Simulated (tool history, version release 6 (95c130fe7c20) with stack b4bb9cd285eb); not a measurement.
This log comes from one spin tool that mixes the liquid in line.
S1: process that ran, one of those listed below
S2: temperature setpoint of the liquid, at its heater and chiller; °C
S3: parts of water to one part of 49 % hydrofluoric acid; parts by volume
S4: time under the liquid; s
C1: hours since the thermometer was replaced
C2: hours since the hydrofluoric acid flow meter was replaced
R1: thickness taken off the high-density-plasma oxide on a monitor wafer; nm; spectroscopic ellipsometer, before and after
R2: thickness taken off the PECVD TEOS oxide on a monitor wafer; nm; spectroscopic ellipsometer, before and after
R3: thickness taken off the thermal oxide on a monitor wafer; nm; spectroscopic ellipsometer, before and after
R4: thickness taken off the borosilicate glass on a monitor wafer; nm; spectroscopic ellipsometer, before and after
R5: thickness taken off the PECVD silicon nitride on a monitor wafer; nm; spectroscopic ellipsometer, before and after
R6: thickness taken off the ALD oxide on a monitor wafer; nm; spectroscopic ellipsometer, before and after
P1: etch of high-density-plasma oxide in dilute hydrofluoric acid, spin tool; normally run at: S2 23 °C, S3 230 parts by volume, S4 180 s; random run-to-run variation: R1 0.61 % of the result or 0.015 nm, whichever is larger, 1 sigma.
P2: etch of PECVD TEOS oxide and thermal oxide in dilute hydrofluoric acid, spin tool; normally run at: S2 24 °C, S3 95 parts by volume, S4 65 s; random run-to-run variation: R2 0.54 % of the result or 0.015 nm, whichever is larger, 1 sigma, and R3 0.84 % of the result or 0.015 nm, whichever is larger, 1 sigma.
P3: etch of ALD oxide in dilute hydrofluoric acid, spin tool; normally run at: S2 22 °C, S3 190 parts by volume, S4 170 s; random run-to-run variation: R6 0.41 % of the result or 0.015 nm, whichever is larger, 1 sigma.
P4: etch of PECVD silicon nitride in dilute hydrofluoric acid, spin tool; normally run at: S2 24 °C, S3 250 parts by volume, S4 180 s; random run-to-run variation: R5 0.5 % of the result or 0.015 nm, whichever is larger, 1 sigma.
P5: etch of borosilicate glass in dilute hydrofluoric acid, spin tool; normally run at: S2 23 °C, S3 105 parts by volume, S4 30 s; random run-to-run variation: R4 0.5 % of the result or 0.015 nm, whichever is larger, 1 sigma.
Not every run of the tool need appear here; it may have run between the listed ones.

| run | hour | S1 | S2 | S3 | S4 | C1 | C2 | R1 | R2 | R3 | R4 | R5 | R6 |
|---|---|---|---|---|---|---|---|---|---|---|---|---|---|
| 1 | 8.3 | P1 | 23 | 230 | 180 | 301.5 | 1294.7 | 5.2809 |  |  |  |  |  |
| 2 | 14.2 | P2 | 24 | 95 | 65 | 307.4 | 1300.6 |  | 5.9579 | 3.2191 |  |  |  |
| 3 | 21.6 | P5 | 23 | 105 | 65 | 314.8 | 1308 |  |  |  | 19.435 |  |  |
| 4 | 29.4 | P1 | 18 | 230 | 180 | 322.6 | 1315.8 | 4.3374 |  |  |  |  |  |
| 5 | 36.3 | P4 | 24 | 250 | 180 | 329.5 | 1322.7 |  |  |  |  | 4.0489 |  |
| 6 | 44.2 | P3 | 29.5 | 190 | 170 | 337.4 | 1330.6 |  |  |  |  |  | 9.5826 |
| 7 | 49.1 | P2 | 24 | 95 | 65 | 342.3 | 1335.5 |  | 5.9745 | 3.197 |  |  |  |
| 8 | 54.5 | P1 | 23 | 130 | 180 | 347.7 | 1340.9 | 10.262 |  |  |  |  |  |
| 9 | 60.8 | P1 | 23 | 230 | 180 | 354 | 1347.2 | 5.3337 |  |  |  |  |  |
| 10 | 65.7 | P1 | 23 | 230 | 360 | 358.9 | 1352.1 | 10.469 |  |  |  |  |  |
| 11 | 74 | P1 | 23 | 315 | 180 | 367.2 | 1360.4 | 3.5238 |  |  |  |  |  |
| 12 | 81.3 | P4 | 17 | 250 | 180 | 374.5 | 1367.7 |  |  |  |  | 2.5931 |  |
| 13 | 85 | P3 | 22 | 330 | 170 | 378.2 | 1371.4 |  |  |  |  |  | 3.7062 |
| 14 | 92.6 | P1 | 23 | 230 | 180 | 385.8 | 1379 | 5.2952 |  |  |  |  |  |
| 15 | 96.3 | P1 | 23 | 375 | 350 | 389.5 | 1382.7 | 5.4483 |  |  |  |  |  |
| 16 | 102.5 | P1 | 27.5 | 230 | 315 | 395.7 | 1388.9 | 10.801 |  |  |  |  |  |
| 17 | 107.2 | P1 | 23 | 230 | 40 | 400.4 | 1393.6 | 1.1627 |  |  |  |  |  |
| 18 | 113.2 | P5 | 23 | 105 | 30 | 406.4 | 1399.6 |  |  |  | 8.9416 |  |  |
| 19 | 118.5 | P1 | 23 | 230 | 180 | 411.7 | 1404.9 | 5.3244 |  |  |  |  |  |
| 20 | 122.1 | P2 | 24 | 95 | 15 | 415.3 | 1408.5 |  | 1.3903 | 0.72034 |  |  |  |
| 21 | 130.2 | P4 | 24 | 355 | 180 | 423.4 | 1416.6 |  |  |  |  | 2.905 |  |
| 22 | 135.2 | P3 | 22 | 190 | 170 | 428.4 | 1421.6 |  |  |  |  |  | 7.3716 |
| 23 | 139.6 | P1 | 28.5 | 230 | 65 | 432.8 | 1426 | 2.2983 |  |  |  |  |  |
| 24 | 144.4 | P5 | 30 | 105 | 30 | 437.6 | 1430.8 |  |  |  | 11.652 |  |  |
| 25 | 149 | P5 | 23 | 105 | 30 | 442.2 | 1435.4 |  |  |  | 8.8483 |  |  |
| 26 | 157.2 | P1 | 31 | 230 | 180 | 450.4 | 1443.6 | 6.9278 |  |  |  |  |  |
| 27 | 162.8 | P4 | 24 | 250 | 315 | 456 | 1449.2 |  |  |  |  | 7.2061 |  |
| 28 | 166.8 | P5 | 23 | 185 | 30 | 460 | 1453.2 |  |  |  | 4.6265 |  |  |
| 29 | 172.3 | P4 | 24 | 250 | 180 | 465.5 | 1458.7 |  |  |  |  | 4.1277 |  |
| 30 | 176.3 | P2 | 24 | 40 | 65 | 469.5 | 1462.7 |  | 15.282 | 8.1933 |  |  |  |
| 31 | 181.5 | P1 | 23 | 230 | 180 | 474.7 | 1467.9 | 5.2069 |  |  |  |  |  |
| 32 | 186.5 | P2 | 30.5 | 95 | 65 | 479.7 | 1472.9 |  | 7.7185 | 4.1403 |  |  |  |
| 33 | 193 | P3 | 22 | 190 | 80 | 486.2 | 1479.4 |  |  |  |  |  | 3.4685 |
| 34 | 199.3 | P1 | 23 | 230 | 180 | 492.5 | 1485.7 | 5.2551 |  |  |  |  |  |
| 35 | 206.9 | P1 | 23 | 230 | 180 | 500.1 | 1493.3 | 5.4602 |  |  |  |  |  |
| 36 | 213.5 | P1 | 23 | 230 | 180 | 506.7 | 1499.9 | 5.5208 |  |  |  |  |  |
| 37 | 218.6 | P1 | 23 | 230 | 180 | 511.8 | 1505 | 5.6288 |  |  |  |  |  |
| 38 | 224.1 | P1 | 23 | 230 | 180 | 517.3 | 1510.5 | 5.591 |  |  |  |  |  |
| 39 | 229.7 | P1 | 23 | 230 | 180 | 522.9 | 1516.1 | 5.6354 |  |  |  |  |  |
| 40 | 235.3 | P1 | 23 | 230 | 180 | 528.5 | 1521.7 | 5.6471 |  |  |  |  |  |

P1 no longer gives what it gave before; its output has crept away from where it was. The following 2 causes, each at its listed size, fit the log equally well:
A: liquid hotter than its thermometer reads (K) = 1.96
B: hydrofluoric acid flow above the setpoint (%) = 5.95
The gradual shift began around hour 199.3.

Listed below are the offered check runs, one wafer per run, with question marks in place of results. For which of them would the causes give clearly different outcomes?
| check 1 | 240.9 | P3 | 22 | 190 | 170 |  |  |  |  |  |  |  | ? |
| check 2 | 240.9 | P2 | 24 | 95 | 65 |  |  |  | ? | ? |  |  |  |
| check 3 | 240.9 | P5 | 23 | 105 | 30 |  |  |  |  |  | ? |  |  |
| check 4 | 240.9 | P4 | 24 | 250 | 180 |  |  |  |  |  |  | ? |  |

What every check run would give for each of its results, assuming each possible cause in turn:
| check | result | if A | if B |
|---|---|---|---|
| check 1 | R6 | 7.9098 | 7.8721 |
| check 2 | R2 | 6.4603 | 6.3783 |
| check 2 | R3 | 3.4582 | 3.4143 |
| check 3 | R4 | 9.6251 | 9.5055 |
| check 4 | R5 | 4.6251 | 4.3415 |
Per check, the gap between the least separated pair of causes, taken in the result that splits them most: check 1 0.48 %; check 2 1.28 %; check 3 1.25 %; check 4 6.33 %
Only check 4 tells the causes apart: in the others they would give nearly the same result.

After running check 4, the following was obtained: R5 4.3512 nm. Which cause does this point to?

It was cause B: hydrofluoric acid flow above the setpoint (%).
